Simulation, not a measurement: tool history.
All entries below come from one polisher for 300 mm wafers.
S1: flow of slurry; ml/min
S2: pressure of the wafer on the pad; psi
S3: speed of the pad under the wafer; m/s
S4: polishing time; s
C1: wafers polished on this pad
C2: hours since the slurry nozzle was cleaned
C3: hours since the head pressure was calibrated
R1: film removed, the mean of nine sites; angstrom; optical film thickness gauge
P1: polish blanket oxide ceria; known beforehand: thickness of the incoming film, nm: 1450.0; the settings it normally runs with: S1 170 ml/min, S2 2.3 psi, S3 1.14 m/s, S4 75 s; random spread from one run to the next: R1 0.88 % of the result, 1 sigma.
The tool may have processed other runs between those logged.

{"run": 1, "day": 0.304, "S1": 170, "S2": 2.3, "S3": 1.14, "S4": 75, "C1": 631, "C2": 142.9, "C3": 135.4, "R1": 2252.5}
{"run": 2, "day": 0.583, "S1": 170, "S2": 2.3, "S3": 0.74, "S4": 43, "C1": 681, "C2": 149.6, "C3": 142.1, "R1": 838.7}
{"run": 3, "day": 0.8, "S1": 170, "S2": 1, "S3": 1.14, "S4": 75, "C1": 720, "C2": 154.8, "C3": 147.3, "R1": 966.29}
{"day": 1.104, "done": "head pressure recalibrated"}
{"run": 4, "day": 1.171, "S1": 170, "S2": 2.3, "S3": 1.14, "S4": 75, "C1": 787, "C2": 163.7, "C3": 1.6, "R1": 2204.6}
{"run": 5, "day": 1.438, "S1": 170, "S2": 2.3, "S3": 1.14, "S4": 36, "C1": 836, "C2": 170.1, "C3": 8, "R1": 1068.6}
{"run": 6, "day": 1.638, "S1": 170, "S2": 2.3, "S3": 0.52, "S4": 75, "C1": 872, "C2": 174.9, "C3": 12.8, "R1": 1007.5}
{"run": 7, "day": 2.017, "S1": 170, "S2": 2.3, "S3": 1.14, "S4": 75, "C1": 940, "C2": 184, "C3": 21.9, "R1": 2246.4}
{"run": 8, "day": 2.412, "S1": 170, "S2": 3.4, "S3": 1.14, "S4": 75, "C1": 1012, "C2": 193.5, "C3": 31.4, "R1": 3334.8}
{"run": 9, "day": 2.708, "S1": 170, "S2": 2.3, "S3": 1.14, "S4": 116, "C1": 1065, "C2": 200.6, "C3": 38.5, "R1": 3450.6}
{"run": 10, "day": 2.9, "S1": 100, "S2": 2.3, "S3": 1.14, "S4": 75, "C1": 1100, "C2": 205.2, "C3": 43.1, "R1": 1990.1}
{"run": 11, "day": 3.271, "S1": 170, "S2": 2.3, "S3": 1.14, "S4": 75, "C1": 1166, "C2": 214.1, "C3": 52, "R1": 2231.2}
{"run": 12, "day": 3.667, "S1": 250, "S2": 2.3, "S3": 1.14, "S4": 75, "C1": 1238, "C2": 223.6, "C3": 61.5, "R1": 2371.6}
{"run": 13, "day": 3.938, "S1": 170, "S2": 2.3, "S3": 1.8, "S4": 75, "C1": 1287, "C2": 230.1, "C3": 68, "R1": 3561.4}
{"run": 14, "day": 4.146, "S1": 170, "S2": 2.3, "S3": 1.14, "S4": 75, "C1": 1324, "C2": 235.1, "C3": 73, "R1": 2249.2}
{"run": 15, "day": 4.375, "S1": 170, "S2": 2.3, "S3": 1.14, "S4": 75, "C1": 1366, "C2": 240.6, "C3": 78.5, "R1": 2234.4}
{"run": 16, "day": 4.746, "S1": 170, "S2": 2.3, "S3": 1.14, "S4": 75, "C1": 1433, "C2": 249.5, "C3": 87.4, "R1": 2195.2}
{"run": 17, "day": 4.979, "S1": 170, "S2": 2.3, "S3": 1.14, "S4": 75, "C1": 1475, "C2": 255.1, "C3": 93, "R1": 2154.9}
{"run": 18, "day": 5.179, "S1": 170, "S2": 2.3, "S3": 1.14, "S4": 75, "C1": 1511, "C2": 259.9, "C3": 97.8, "R1": 2142.9}
{"day": 5.458, "done": "worn pad replaced by a new one"}
{"run": 19, "day": 5.562, "S1": 170, "S2": 2.3, "S3": 1.14, "S4": 75, "C1": 18, "C2": 269.1, "C3": 107, "R1": 2113.9}
{"run": 20, "day": 5.867, "S1": 170, "S2": 2.3, "S3": 1.14, "S4": 75, "C1": 73, "C2": 276.4, "C3": 114.3, "R1": 2112.9}
{"run": 21, "day": 6.208, "S1": 170, "S2": 2.3, "S3": 1.14, "S4": 75, "C1": 135, "C2": 284.6, "C3": 122.5, "R1": 2101.3}
{"run": 22, "day": 6.6, "S1": 170, "S2": 2.3, "S3": 1.14, "S4": 75, "C1": 206, "C2": 294, "C3": 131.9, "R1": 2089.2}
{"run": 23, "day": 6.821, "S1": 170, "S2": 2.3, "S3": 1.14, "S4": 75, "C1": 245, "C2": 299.3, "C3": 137.2, "R1": 2052.1}
{"run": 24, "day": 7.138, "S1": 170, "S2": 2.3, "S3": 1.14, "S4": 75, "C1": 303, "C2": 306.9, "C3": 144.8, "R1": 2085.4}
{"run": 25, "day": 7.375, "S1": 170, "S2": 2.3, "S3": 1.14, "S4": 75, "C1": 346, "C2": 312.6, "C3": 150.5, "R1": 2058.6}

The output of P1 has drifted from where it used to be. Each of the 2 causes below, taken at the size shown beside it, accounts for the log equally well:
A: head's pressure below its setpoint, % = 6.57
B: slurry flow missing at the pad, % = 31
The process output started creeping at around day 4.375.
Why every other cause is out:
removal rate lost through wear of the pad, %: maintenance at day 5.458, after the shift began, did not return the process to its former output

Below are 4 check runs, each averaged over 3 wafers, with their results shown as question marks. Which of them would give clearly different results depending on which cause is behind the drift?
{"run": "check 1", "day": 7.612, "S1": 170, "S2": 2.3, "S3": 0.52, "S4": 48, "R1": "?"}
{"run": "check 2", "day": 7.612, "S1": 170, "S2": 2.3, "S3": 1.14, "S4": 113, "R1": "?"}
{"run": "check 3", "day": 7.612, "S1": 170, "S2": 1.1, "S3": 1.76, "S4": 75, "R1": "?"}
{"run": "check 4", "day": 7.612, "S1": 100, "S2": 2.3, "S3": 0.92, "S4": 75, "R1": "?"}

Outcome of each check run for each possible cause:
check=check_1 result=R1 if_A=609.26 if_B=609.22
check=check_2 result=R1 if_A=3144.4 if_B=3144.2
check=check_3 result=R1 if_A=1541 if_B=1540.9
check=check_4 result=R1 if_A=1516.3 if_B=1455.5
Gap, in per cent, between the two causes that each check separates least, read from the result that separates them most: check 1 0.01 %; check 2 0.01 %; check 3 0.01 %; check 4 4.09 %
Check 4 tells the causes apart: in the others they would give nearly the same result.

Check 4 was then run and gave: R1 1506.5 angstrom. Which cause is it?

It is A: head's pressure below its setpoint, %.

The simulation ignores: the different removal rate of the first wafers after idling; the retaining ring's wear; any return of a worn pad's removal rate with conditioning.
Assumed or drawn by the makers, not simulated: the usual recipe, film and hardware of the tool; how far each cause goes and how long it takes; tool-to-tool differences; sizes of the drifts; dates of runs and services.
